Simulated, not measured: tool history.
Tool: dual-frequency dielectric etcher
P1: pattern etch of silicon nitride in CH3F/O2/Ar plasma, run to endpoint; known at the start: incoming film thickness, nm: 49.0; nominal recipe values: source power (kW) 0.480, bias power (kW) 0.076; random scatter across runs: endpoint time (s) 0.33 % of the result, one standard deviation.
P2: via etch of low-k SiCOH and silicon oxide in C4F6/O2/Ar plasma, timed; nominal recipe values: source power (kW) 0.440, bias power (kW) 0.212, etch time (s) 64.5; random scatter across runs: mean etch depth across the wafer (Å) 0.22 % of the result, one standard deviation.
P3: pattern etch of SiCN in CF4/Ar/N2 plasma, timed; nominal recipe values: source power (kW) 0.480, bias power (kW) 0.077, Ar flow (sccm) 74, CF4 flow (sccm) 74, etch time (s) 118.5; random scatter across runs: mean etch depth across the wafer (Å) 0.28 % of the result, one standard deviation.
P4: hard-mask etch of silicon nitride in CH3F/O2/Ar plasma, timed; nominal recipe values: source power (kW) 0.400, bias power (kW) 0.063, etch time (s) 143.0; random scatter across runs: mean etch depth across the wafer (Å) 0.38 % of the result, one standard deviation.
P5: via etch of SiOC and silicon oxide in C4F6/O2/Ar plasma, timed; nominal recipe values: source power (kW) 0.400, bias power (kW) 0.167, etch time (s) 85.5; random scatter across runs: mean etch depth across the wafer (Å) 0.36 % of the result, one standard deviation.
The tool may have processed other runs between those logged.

| run | hour | process that ran | source power (kW) | bias power (kW) | etch time (s) | Ar flow (sccm) | CF4 flow (sccm) | hours since the last wet clean | hours since the last source power generator calibration | hours since the last bias power generator calibration | endpoint time (s) | mean etch depth across the wafer (Å) |
|---|---|---|---|---|---|---|---|---|---|---|---|---|
| 1 | 14.7 | P1 | 0.480 | 0.076 |  |  |  | 127.0 | 552.5 | 2249.3 | 65.911 |  |
| 2 | 29.1 | P1 | 0.350 | 0.076 |  |  |  | 141.4 | 566.9 | 2263.7 | 74.130 |  |
| 3 | 42.1 | P1 | 0.480 | 0.076 |  |  |  | 154.4 | 579.9 | 2276.7 | 66.052 |  |
| 4 | 54.1 | P4 | 0.400 | 0.083 | 143.0 |  |  | 166.4 | 591.9 | 2288.7 |  | 1010.10 |
| 5 | 60.8 | P4 | 0.400 | 0.063 | 204.0 |  |  | 173.1 | 598.6 | 2295.4 |  | 1320.50 |
| 6 | 69.3 | P1 | 0.480 | 0.076 |  |  |  | 181.6 | 607.1 | 2303.9 | 65.696 |  |
| 7 | 77.9 | P1 | 0.480 | 0.054 |  |  |  | 190.2 | 615.7 | 2312.5 | 73.629 |  |
|  | 81.3 | wet clean of the chamber |
| 8 | 91.8 | P5 | 0.400 | 0.114 | 85.5 |  |  | 10.5 | 629.6 | 2326.4 |  | 833.89 |
| 9 | 99.9 | P4 | 0.240 | 0.063 | 143.0 |  |  | 18.6 | 637.7 | 2334.5 |  | 760.06 |
| 10 | 108.5 | P5 | 0.400 | 0.167 | 47.0 |  |  | 27.2 | 646.3 | 2343.1 |  | 516.36 |
| 11 | 116.0 | P1 | 0.480 | 0.103 |  |  |  | 34.7 | 653.8 | 2350.6 | 58.997 |  |
| 12 | 129.3 | P1 | 0.630 | 0.091 |  |  |  | 48.0 | 667.1 | 2363.9 | 56.046 |  |
| 13 | 138.2 | P2 | 0.440 | 0.212 | 44.5 |  |  | 56.9 | 676.0 | 2372.8 |  | 1267.70 |
| 14 | 153.3 | P1 | 0.480 | 0.076 |  |  |  | 72.0 | 691.1 | 2387.9 | 66.061 |  |
| 15 | 166.4 | P3 | 0.280 | 0.077 | 118.5 | 74 | 74 | 85.1 | 704.2 | 2401.0 |  | 700.41 |
| 16 | 176.1 | P5 | 0.560 | 0.167 | 85.5 |  |  | 94.8 | 713.9 | 2410.7 |  | 1064.50 |
| 17 | 184.0 | P3 | 0.480 | 0.077 | 167.0 | 74 | 74 | 102.7 | 721.8 | 2418.6 |  | 1592.20 |
| 18 | 192.9 | P3 | 0.480 | 0.077 | 118.5 | 74 | 74 | 111.6 | 730.7 | 2427.5 |  | 1134.10 |
| 19 | 208.0 | P3 | 0.480 | 0.060 | 118.5 | 74 | 74 | 126.7 | 745.8 | 2442.6 |  | 1045.90 |
| 20 | 220.1 | P1 | 0.330 | 0.047 |  |  |  | 138.8 | 757.9 | 2454.7 | 89.317 |  |
| 21 | 229.0 | P2 | 0.440 | 0.153 | 64.5 |  |  | 147.7 | 766.8 | 2463.6 |  | 1661.10 |
| 22 | 240.3 | P2 | 0.440 | 0.212 | 64.5 |  |  | 159.0 | 778.1 | 2474.9 |  | 1838.60 |
| 23 | 251.4 | P4 | 0.400 | 0.063 | 143.0 |  |  | 170.1 | 789.2 | 2486.0 |  | 916.61 |
|  | 252.3 | source power generator calibrated |
| 24 | 264.3 | P2 | 0.260 | 0.212 | 64.5 |  |  | 183.0 | 12.1 | 2498.9 |  | 1504.00 |
| 25 | 276.5 | P3 | 0.480 | 0.077 | 118.5 | 93 | 74 | 195.2 | 24.3 | 2511.1 |  | 1098.10 |

Run 26 is up next; what results do you expect?
| 26 | 285.0 | P5 | 0.400 | 0.167 | 85.5 |  |  | 203.7 | 32.8 | 2519.6 |  | ? |

{"run 26": {"mean etch depth across the wafer (Å)": 934.27}}
